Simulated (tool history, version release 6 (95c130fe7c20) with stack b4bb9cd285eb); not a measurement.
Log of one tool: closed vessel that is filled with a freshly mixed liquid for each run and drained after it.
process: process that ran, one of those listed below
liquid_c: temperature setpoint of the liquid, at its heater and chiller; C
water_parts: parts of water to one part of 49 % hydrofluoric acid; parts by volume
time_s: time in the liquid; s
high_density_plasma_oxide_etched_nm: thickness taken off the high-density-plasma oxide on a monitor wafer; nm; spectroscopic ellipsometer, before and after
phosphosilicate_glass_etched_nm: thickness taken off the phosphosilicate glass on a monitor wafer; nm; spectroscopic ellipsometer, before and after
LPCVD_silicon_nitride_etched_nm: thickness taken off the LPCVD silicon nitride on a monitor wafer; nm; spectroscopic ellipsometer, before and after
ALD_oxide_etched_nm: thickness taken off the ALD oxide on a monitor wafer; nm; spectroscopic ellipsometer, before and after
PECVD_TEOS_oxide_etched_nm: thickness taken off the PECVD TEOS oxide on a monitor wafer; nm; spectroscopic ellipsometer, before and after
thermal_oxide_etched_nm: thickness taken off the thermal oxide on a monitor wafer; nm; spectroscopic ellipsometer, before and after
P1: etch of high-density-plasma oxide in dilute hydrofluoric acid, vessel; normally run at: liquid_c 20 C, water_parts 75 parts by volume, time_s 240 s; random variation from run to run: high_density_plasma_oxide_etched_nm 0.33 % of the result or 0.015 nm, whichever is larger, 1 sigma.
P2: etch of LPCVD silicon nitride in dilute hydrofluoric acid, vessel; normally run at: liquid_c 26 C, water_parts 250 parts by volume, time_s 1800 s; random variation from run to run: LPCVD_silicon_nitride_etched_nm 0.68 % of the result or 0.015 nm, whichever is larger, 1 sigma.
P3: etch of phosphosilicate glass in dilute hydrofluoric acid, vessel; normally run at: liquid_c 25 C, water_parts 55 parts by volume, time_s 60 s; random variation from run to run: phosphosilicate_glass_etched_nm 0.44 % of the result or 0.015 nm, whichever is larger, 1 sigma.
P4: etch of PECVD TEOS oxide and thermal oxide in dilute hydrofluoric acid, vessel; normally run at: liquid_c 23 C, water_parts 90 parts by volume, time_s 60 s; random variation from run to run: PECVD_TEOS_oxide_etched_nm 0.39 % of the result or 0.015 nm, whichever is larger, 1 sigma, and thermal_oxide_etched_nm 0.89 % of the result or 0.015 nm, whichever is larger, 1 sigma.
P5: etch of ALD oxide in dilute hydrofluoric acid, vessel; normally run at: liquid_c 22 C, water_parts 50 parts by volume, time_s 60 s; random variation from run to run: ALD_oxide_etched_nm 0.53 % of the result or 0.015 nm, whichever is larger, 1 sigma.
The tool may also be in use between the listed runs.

| run | day | process | liquid_c | water_parts | time_s | hours since the thermometer was replaced | hours since the hydrofluoric acid flow meter was replaced | high_density_plasma_oxide_etched_nm | phosphosilicate_glass_etched_nm | LPCVD_silicon_nitride_etched_nm | ALD_oxide_etched_nm | PECVD_TEOS_oxide_etched_nm | thermal_oxide_etched_nm |
|---|---|---|---|---|---|---|---|---|---|---|---|---|---|
| 1 | 0.538 | P1 | 20 | 75 | 240 | 383.6 | 254.9 | 23.696 |  |  |  |  |  |
| 2 | 0.879 | P1 | 17 | 75 | 240 | 391.8 | 263.1 | 20.713 |  |  |  |  |  |
| 3 | 1.517 | P3 | 25 | 55 | 30 | 407.1 | 278.4 |  | 69.071 |  |  |  |  |
| 4 | 2.146 | P3 | 30.5 | 55 | 60 | 422.2 | 293.5 |  | 169.23 |  |  |  |  |
| 5 | 2.612 | P2 | 26 | 250 | 1800 | 433.4 | 304.7 |  |  | 3.901 |  |  |  |
| 6 | 3.142 | P2 | 26 | 250 | 1800 | 446.1 | 317.4 |  |  | 3.8906 |  |  |  |
| 7 | 3.779 | P5 | 22 | 20 | 60 | 461.4 | 332.7 |  |  |  | 61.093 |  |  |
| 8 | 4.383 | P1 | 20 | 75 | 240 | 475.9 | 347.2 | 23.613 |  |  |  |  |  |
| 9 | 4.946 | P1 | 24.5 | 75 | 240 | 489.4 | 360.7 | 28.395 |  |  |  |  |  |
| 10 | 5.362 | P1 | 20 | 30 | 240 | 499.4 | 370.7 | 62.313 |  |  |  |  |  |
| 11 | 6.004 | P1 | 20 | 75 | 240 | 514.8 | 386.1 | 23.574 |  |  |  |  |  |
| 12 | 6.579 | P1 | 20 | 75 | 240 | 528.6 | 399.9 | 23.736 |  |  |  |  |  |
| 13 | 7.246 | P3 | 25 | 95 | 60 | 544.6 | 415.9 |  | 75.282 |  |  |  |  |
| 14 | 7.717 | P1 | 27 | 75 | 465 | 555.9 | 427.2 | 60.768 |  |  |  |  |  |
| 15 | 8.062 | P2 | 26 | 145 | 1800 | 564.2 | 435.5 |  |  | 6.745 |  |  |  |
| 16 | 8.392 | P1 | 20 | 75 | 100 | 572.1 | 443.4 | 9.7841 |  |  |  |  |  |
| 17 | 8.704 | P4 | 23 | 90 | 60 | 579.6 | 450.9 |  |  |  |  | 10.516 | 3.0415 |
| 18 | 9.242 | P2 | 26 | 250 | 3010 | 592.5 | 463.8 |  |  | 6.5351 |  |  |  |
| 19 | 9.588 | P2 | 30.5 | 250 | 1800 | 600.8 | 472.1 |  |  | 5.0795 |  |  |  |
| 20 | 10.188 | P5 | 22 | 50 | 60 | 615.2 | 486.5 |  |  |  | 23.323 |  |  |
| 21 | 10.5 | P5 | 22 | 50 | 115 | 622.7 | 494 |  |  |  | 45.139 |  |  |
| 22 | 10.838 | P5 | 27 | 50 | 60 | 630.8 | 502.1 |  |  |  | 28.985 |  |  |
| 23 | 11.179 | P3 | 25 | 55 | 60 | 639 | 510.3 |  | 135.77 |  |  |  |  |
| 24 | 11.829 | P1 | 27.5 | 20 | 240 | 654.6 | 525.9 | 130.13 |  |  |  |  |  |
| 25 | 12.271 | P1 | 20 | 115 | 240 | 665.2 | 536.5 | 14.735 |  |  |  |  |  |
| 26 | 12.75 | P4 | 23 | 50 | 60 | 676.7 | 548 |  |  |  |  | 20.066 | 5.8047 |
| 27 | 13.454 | P4 | 23 | 90 | 105 | 693.6 | 564.9 |  |  |  |  | 18.414 | 5.3314 |
| 28 | 14 | P1 | 20 | 75 | 240 | 706.7 | 578 | 23.547 |  |  |  |  |  |
| 29 | 14.579 | P1 | 20 | 75 | 240 | 720.6 | 591.9 | 23.722 |  |  |  |  |  |
| 30 | 15.004 | P1 | 20 | 75 | 415 | 730.8 | 602.1 | 40.75 |  |  |  |  |  |
| 31 | 15.596 | P1 | 20 | 75 | 240 | 745 | 616.3 | 23.548 |  |  |  |  |  |
| 32 | 15.988 | P4 | 30 | 90 | 60 | 754.4 | 625.7 |  |  |  |  | 13.88 | 4.0128 |
| 33 | 16.712 | P1 | 20 | 75 | 240 | 771.8 | 643.1 | 23.765 |  |  |  |  |  |
| 34 | 17.142 | P1 | 20 | 75 | 240 | 782.1 | 653.4 | 22.935 |  |  |  |  |  |
| 35 | 17.575 | P1 | 20 | 75 | 240 | 792.5 | 663.8 | 22.546 |  |  |  |  |  |
| 36 | 18.146 | P1 | 20 | 75 | 240 | 806.2 | 677.5 | 22.302 |  |  |  |  |  |
| 37 | 18.612 | P1 | 20 | 75 | 240 | 817.4 | 688.7 | 22.246 |  |  |  |  |  |
| 38 | 19.088 | P1 | 20 | 75 | 240 | 828.8 | 700.1 | 22.173 |  |  |  |  |  |
| 39 | 19.621 | P1 | 20 | 75 | 240 | 841.6 | 712.9 | 22.047 |  |  |  |  |  |

What P1 gives has crept away from where it was. These 2 causes fit the log equally well, each at the size given:
A: liquid colder than its thermometer reads (K) = 1.54
B: hydrofluoric acid flow below the setpoint (%) = 5.75
The creep began at about day 16.712.

4 check runs are offered, each on 3 wafers whose results are averaged, their results left as question marks. Which one tells the causes apart?
| check 1 | 20.154 | P3 | 25 | 55 | 60 |  |  |  | ? |  |  |  |  |
| check 2 | 20.154 | P2 | 26 | 250 | 1800 |  |  |  |  | ? |  |  |  |
| check 3 | 20.154 | P5 | 22 | 50 | 60 |  |  |  |  |  | ? |  |  |
| check 4 | 20.154 | P4 | 23 | 90 | 60 |  |  |  |  |  |  | ? | ? |

What each check would give under each cause:
| check | result | if A | if B |
|---|---|---|---|
| check 1 | phosphosilicate_glass_etched_nm | 128.09 | 127.99 |
| check 2 | LPCVD_silicon_nitride_etched_nm | 3.5581 | 3.6854 |
| check 3 | ALD_oxide_etched_nm | 22.043 | 22.081 |
| check 4 | PECVD_TEOS_oxide_etched_nm | 9.9128 | 9.8787 |
| check 4 | thermal_oxide_etched_nm | 2.8605 | 2.8507 |
How far apart the two closest causes lie, in the result that separates them most: check 1 0.08 %; check 2 3.52 %; check 3 0.17 %; check 4 0.34 %
Only check 2 tells the causes apart: in the others they would give nearly the same result.

Then check 2 was run and gave: LPCVD_silicon_nitride_etched_nm 3.6847 nm. Which cause is it?

It is B: hydrofluoric acid flow below the setpoint (%).
